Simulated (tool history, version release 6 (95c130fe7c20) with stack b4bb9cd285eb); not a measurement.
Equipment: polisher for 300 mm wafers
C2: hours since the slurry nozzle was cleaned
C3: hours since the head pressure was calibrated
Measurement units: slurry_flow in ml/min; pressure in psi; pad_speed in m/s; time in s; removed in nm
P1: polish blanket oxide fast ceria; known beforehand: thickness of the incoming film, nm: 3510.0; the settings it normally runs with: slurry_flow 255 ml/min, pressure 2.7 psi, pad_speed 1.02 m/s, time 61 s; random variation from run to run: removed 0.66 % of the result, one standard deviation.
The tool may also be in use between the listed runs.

Run 1, hour 5.8: slurry_flow 255 ml/min, pressure 2.7 psi, pad_speed 1.02 m/s, time 61 s; wafers polished on this pad 521; C2 103.7; C3 463.2. Result: removed 1112.90 nm.
Run 2, hour 11.4: slurry_flow 255 ml/min, pressure 4.2 psi, pad_speed 1.02 m/s, time 61 s; wafers polished on this pad 564; C2 109.3; C3 468.8. Result: removed 1777.80 nm.
Run 3, hour 16.0: slurry_flow 255 ml/min, pressure 2.7 psi, pad_speed 1.02 m/s, time 93 s; wafers polished on this pad 599; C2 113.9; C3 473.4. Result: removed 1710.20 nm.
Run 4, hour 19.7: slurry_flow 255 ml/min, pressure 1.9 psi, pad_speed 1.02 m/s, time 61 s; wafers polished on this pad 628; C2 117.6; C3 477.1. Result: removed 794.96 nm.
Run 5, hour 24.0: slurry_flow 255 ml/min, pressure 2.7 psi, pad_speed 1.02 m/s, time 61 s; wafers polished on this pad 661; C2 121.9; C3 481.4. Result: removed 1129.30 nm.
Run 6, hour 29.8: slurry_flow 255 ml/min, pressure 2.7 psi, pad_speed 1.02 m/s, time 61 s; wafers polished on this pad 705; C2 127.7; C3 487.2. Result: removed 1131.60 nm.
Run 7, hour 35.4: slurry_flow 255 ml/min, pressure 2.7 psi, pad_speed 1.02 m/s, time 61 s; wafers polished on this pad 748; C2 133.3; C3 492.8. Result: removed 1141.00 nm.
Run 8, hour 41.9: slurry_flow 255 ml/min, pressure 2.7 psi, pad_speed 1.02 m/s, time 61 s; wafers polished on this pad 798; C2 139.8; C3 499.3. Result: removed 1147.80 nm.
Run 9, hour 45.6: slurry_flow 255 ml/min, pressure 2.7 psi, pad_speed 1.34 m/s, time 39 s; wafers polished on this pad 827; C2 143.5; C3 503.0. Result: removed 956.68 nm.
Run 10, hour 52.0: slurry_flow 255 ml/min, pressure 2.7 psi, pad_speed 1.02 m/s, time 29 s; wafers polished on this pad 876; C2 149.9; C3 509.4. Result: removed 540.84 nm.
Run 11, hour 56.1: slurry_flow 255 ml/min, pressure 2.7 psi, pad_speed 1.54 m/s, time 61 s; wafers polished on this pad 908; C2 154.0; C3 513.5. Result: removed 1690.40 nm.
Run 12, hour 60.2: slurry_flow 255 ml/min, pressure 2.7 psi, pad_speed 0.46 m/s, time 61 s; wafers polished on this pad 939; C2 158.1; C3 517.6. Result: removed 504.60 nm.
Run 13, hour 66.7: slurry_flow 155 ml/min, pressure 2.7 psi, pad_speed 1.02 m/s, time 61 s; wafers polished on this pad 989; C2 164.6; C3 524.1. Result: removed 1060.70 nm.
Run 14, hour 71.1: slurry_flow 370 ml/min, pressure 2.7 psi, pad_speed 1.02 m/s, time 61 s; wafers polished on this pad 1023; C2 169.0; C3 528.5. Result: removed 1163.60 nm.
Run 15, hour 74.3: slurry_flow 255 ml/min, pressure 2.7 psi, pad_speed 1.02 m/s, time 61 s; wafers polished on this pad 1048; C2 172.2; C3 531.7. Result: removed 1129.30 nm.
Run 16, hour 80.6: slurry_flow 315 ml/min, pressure 3.6 psi, pad_speed 1.02 m/s, time 61 s; wafers polished on this pad 1096; C2 178.5; C3 538.0. Result: removed 1542.40 nm.
Run 17, hour 83.7: slurry_flow 255 ml/min, pressure 2.7 psi, pad_speed 1.02 m/s, time 61 s; wafers polished on this pad 1120; C2 181.6; C3 541.1. Result: removed 1124.30 nm.
Run 18, hour 86.9: slurry_flow 255 ml/min, pressure 2.7 psi, pad_speed 1.02 m/s, time 61 s; wafers polished on this pad 1145; C2 184.8; C3 544.3. Result: removed 1123.80 nm.
Run 19, hour 92.8: slurry_flow 255 ml/min, pressure 2.7 psi, pad_speed 1.02 m/s, time 61 s; wafers polished on this pad 1190; C2 190.7; C3 550.2. Result: removed 1110.70 nm.
Run 20, hour 99.3: slurry_flow 255 ml/min, pressure 2.7 psi, pad_speed 1.02 m/s, time 61 s; wafers polished on this pad 1240; C2 197.2; C3 556.7. Result: removed 1098.60 nm.
Run 21, hour 102.5: slurry_flow 255 ml/min, pressure 2.7 psi, pad_speed 1.02 m/s, time 61 s; wafers polished on this pad 1265; C2 200.4; C3 559.9. Result: removed 1095.40 nm.
Run 22, hour 105.5: slurry_flow 255 ml/min, pressure 2.7 psi, pad_speed 1.02 m/s, time 61 s; wafers polished on this pad 1288; C2 203.4; C3 562.9. Result: removed 1082.80 nm.
Run 23, hour 111.3: slurry_flow 255 ml/min, pressure 2.7 psi, pad_speed 1.02 m/s, time 61 s; wafers polished on this pad 1333; C2 209.2; C3 568.7. Result: removed 1079.30 nm.
At hour 112.4: worn pad replaced by a new one.
Run 24, hour 115.2: slurry_flow 255 ml/min, pressure 2.7 psi, pad_speed 1.02 m/s, time 61 s; wafers polished on this pad 21; C2 213.1; C3 572.6. Result: removed 1078.20 nm.
Run 25, hour 119.9: slurry_flow 255 ml/min, pressure 2.7 psi, pad_speed 1.02 m/s, time 61 s; wafers polished on this pad 58; C2 217.8; C3 577.3. Result: removed 1068.30 nm.
Run 26, hour 124.0: slurry_flow 255 ml/min, pressure 2.7 psi, pad_speed 1.02 m/s, time 61 s; wafers polished on this pad 89; C2 221.9; C3 581.4. Result: removed 1098.30 nm.
Run 27, hour 128.5: slurry_flow 255 ml/min, pressure 2.7 psi, pad_speed 1.02 m/s, time 61 s; wafers polished on this pad 124; C2 226.4; C3 585.9. Result: removed 1083.30 nm.
Run 28, hour 132.5: slurry_flow 255 ml/min, pressure 2.7 psi, pad_speed 1.02 m/s, time 61 s; wafers polished on this pad 155; C2 230.4; C3 589.9. Result: removed 1096.30 nm.

Something has made what P1 gives creep away from where it was; the 2 causes below, each at its own stated size, fit the log equally well:
A: slurry flow missing at the pad, % = 29.7
B: head's pressure below its setpoint, % = 4.29
The drift started at roughly hour 83.7.
Excluded causes, each with its reason:
removal rate lost through wear of the pad, %: serviced after onset, at hour 112.4, with no recovery of the prior output

Which of the 4 check runs listed below, each an average over 5 wafers with its results shown as question marks, gives clearly different results under the different listed causes?
Run check 1, hour 136.5: slurry_flow 255 ml/min, pressure 2.7 psi, pad_speed 1.46 m/s, time 92 s. Result: removed ?.
Run check 2, hour 136.5: slurry_flow 255 ml/min, pressure 2.7 psi, pad_speed 0.54 m/s, time 92 s. Result: removed ?.
Run check 3, hour 136.5: slurry_flow 255 ml/min, pressure 4.1 psi, pad_speed 1.02 m/s, time 34 s. Result: removed ?.
Run check 4, hour 136.5: slurry_flow 155 ml/min, pressure 3.7 psi, pad_speed 1.02 m/s, time 61 s. Result: removed ?.

Expected result of each check under each candidate cause:
  check   result     if A     if B
check 1  removed  2339.50  2339.40
check 2  removed   865.30   865.25
check 3  removed   917.25   917.19
check 4  removed  1354.30  1389.40
Separation of the two closest causes in each check, using whichever result separates them best: check 1 0.01 %; check 2 0.01 %; check 3 0.01 %; check 4 2.56 %
The causes can be told apart only by check 4. The other checks would give nearly the same results under each of them.

Then check 4 was run and gave: removed 1354.20 nm. Which cause is it?

The cause is A: slurry flow missing at the pad, %.
